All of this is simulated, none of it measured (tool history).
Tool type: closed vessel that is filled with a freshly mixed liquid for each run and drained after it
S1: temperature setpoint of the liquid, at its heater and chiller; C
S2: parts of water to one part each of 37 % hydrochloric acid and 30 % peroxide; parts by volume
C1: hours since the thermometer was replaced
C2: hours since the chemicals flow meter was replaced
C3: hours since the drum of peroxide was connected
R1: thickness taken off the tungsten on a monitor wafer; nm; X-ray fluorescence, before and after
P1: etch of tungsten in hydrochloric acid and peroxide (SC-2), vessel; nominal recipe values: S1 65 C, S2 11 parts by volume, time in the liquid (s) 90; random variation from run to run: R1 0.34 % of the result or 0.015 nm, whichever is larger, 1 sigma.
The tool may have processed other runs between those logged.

{"run": 1, "hour": 9.3, "S1": 65, "S2": 11, "time in the liquid (s)": 90, "C1": 875.9, "C2": 1207.5, "C3": 51.3, "R1": 24.351}
{"run": 2, "hour": 16.9, "S1": 65, "S2": 19, "time in the liquid (s)": 90, "C1": 883.5, "C2": 1215.1, "C3": 58.9, "R1": 15.154}
{"run": 3, "hour": 24.5, "S1": 65, "S2": 11, "time in the liquid (s)": 90, "C1": 891.1, "C2": 1222.7, "C3": 66.5, "R1": 24.364}
{"run": 4, "hour": 28.9, "S1": 65, "S2": 11, "time in the liquid (s)": 30, "C1": 895.5, "C2": 1227.1, "C3": 70.9, "R1": 8.1167}
{"run": 5, "hour": 38.7, "S1": 72, "S2": 11, "time in the liquid (s)": 90, "C1": 905.3, "C2": 1236.9, "C3": 80.7, "R1": 36.77}
{"run": 6, "hour": 48.2, "S1": 65, "S2": 11, "time in the liquid (s)": 160, "C1": 914.8, "C2": 1246.4, "C3": 90.2, "R1": 43.257}
{"run": 7, "hour": 57.8, "S1": 65, "S2": 11, "time in the liquid (s)": 90, "C1": 924.4, "C2": 1256, "C3": 99.8, "R1": 24.217}
{"run": 8, "hour": 64.9, "S1": 65, "S2": 11, "time in the liquid (s)": 90, "C1": 931.5, "C2": 1263.1, "C3": 106.9, "R1": 24.3}
{"run": 9, "hour": 74.0, "S1": 48.5, "S2": 11, "time in the liquid (s)": 90, "C1": 940.6, "C2": 1272.2, "C3": 116, "R1": 8.5034}
{"run": 10, "hour": 83.9, "S1": 65, "S2": 11, "time in the liquid (s)": 90, "C1": 950.5, "C2": 1282.1, "C3": 125.9, "R1": 24.289}
{"run": 11, "hour": 88.5, "S1": 65, "S2": 4, "time in the liquid (s)": 90, "C1": 955.1, "C2": 1286.7, "C3": 130.5, "R1": 52.386}
{"run": 12, "hour": 94.2, "S1": 65, "S2": 11, "time in the liquid (s)": 90, "C1": 960.8, "C2": 1292.4, "C3": 136.2, "R1": 24.42}
{"run": 13, "hour": 103.0, "S1": 72, "S2": 11, "time in the liquid (s)": 30, "C1": 969.6, "C2": 1301.2, "C3": 145, "R1": 12.227}
{"run": 14, "hour": 109.4, "S1": 65, "S2": 11, "time in the liquid (s)": 90, "C1": 976, "C2": 1307.6, "C3": 151.4, "R1": 24.353}
{"run": 15, "hour": 115.5, "S1": 65, "S2": 11, "time in the liquid (s)": 90, "C1": 982.1, "C2": 1313.7, "C3": 157.5, "R1": 24.83}
{"run": 16, "hour": 122.4, "S1": 65, "S2": 11, "time in the liquid (s)": 90, "C1": 989, "C2": 1320.6, "C3": 164.4, "R1": 25.227}
{"run": 17, "hour": 127.1, "S1": 65, "S2": 11, "time in the liquid (s)": 90, "C1": 993.7, "C2": 1325.3, "C3": 169.1, "R1": 25.336}
{"run": 18, "hour": 131.8, "S1": 65, "S2": 11, "time in the liquid (s)": 90, "C1": 998.4, "C2": 1330, "C3": 173.8, "R1": 25.56}
{"run": 19, "hour": 137.2, "S1": 65, "S2": 11, "time in the liquid (s)": 90, "C1": 1003.8, "C2": 1335.4, "C3": 179.2, "R1": 25.689}
{"run": 20, "hour": 143.6, "S1": 65, "S2": 11, "time in the liquid (s)": 90, "C1": 1010.2, "C2": 1341.8, "C3": 185.6, "R1": 25.747}
{"run": 21, "hour": 148.4, "S1": 65, "S2": 11, "time in the liquid (s)": 90, "C1": 1015, "C2": 1346.6, "C3": 190.4, "R1": 25.79}
{"run": 22, "hour": 155.6, "S1": 65, "S2": 11, "time in the liquid (s)": 90, "C1": 1022.2, "C2": 1353.8, "C3": 197.6, "R1": 25.813}
{"run": 23, "hour": 162.9, "S1": 65, "S2": 11, "time in the liquid (s)": 90, "C1": 1029.5, "C2": 1361.1, "C3": 204.9, "R1": 25.973}
{"run": 24, "hour": 173.1, "S1": 65, "S2": 11, "time in the liquid (s)": 90, "C1": 1039.7, "C2": 1371.3, "C3": 215.1, "R1": 25.909}

Something has made what P1 gives creep away from where it was; the 2 causes below, each at its own stated size, fit the log equally well:
A: chemicals flow above the setpoint (%) = 7.81
B: liquid hotter than its thermometer reads (K) = 1.05
The creep began at about hour 109.4.
Why every other cause is out:
peroxide weaker than its label (%): at most 8, which would move R1 by -7.4 %: too little, or the wrong way

Consider the 4 check runs below, whose results appear as question marks and each of which averages 2 wafers. Which one distinguishes the causes, in that each cause would give it a clearly different result?
{"run": "check 1", "hour": 183.3, "S1": 65, "S2": 7, "time in the liquid (s)": 90, "R1": "?"}
{"run": "check 2", "hour": 183.3, "S1": 65, "S2": 18.5, "time in the liquid (s)": 90, "R1": "?"}
{"run": "check 3", "hour": 183.3, "S1": 50, "S2": 4, "time in the liquid (s)": 90, "R1": "?"}
{"run": "check 4", "hour": 183.3, "S1": 57.5, "S2": 11, "time in the liquid (s)": 90, "R1": "?"}

What every check run would give for each of its results, assuming each possible cause in turn:
check=check_1 result=R1 if_A=37.219 if_B=37.434
check=check_2 result=R1 if_A=16.498 if_B=16.434
check=check_3 result=R1 if_A=21.286 if_B=21.722
check=check_4 result=R1 if_A=16.238 if_B=16.293
Per check, the gap between the least separated pair of causes, taken in the result that splits them most: check 1 0.58 %; check 2 0.39 %; check 3 2.02 %; check 4 0.34 %
The other checks would show nearly matching results whichever cause is true, so check 3 is the only one that separates the causes.

The results of check 3 are: R1 21.704 nm. Based on these, which of the listed causes is it?

B is the cause: liquid hotter than its thermometer reads (K).
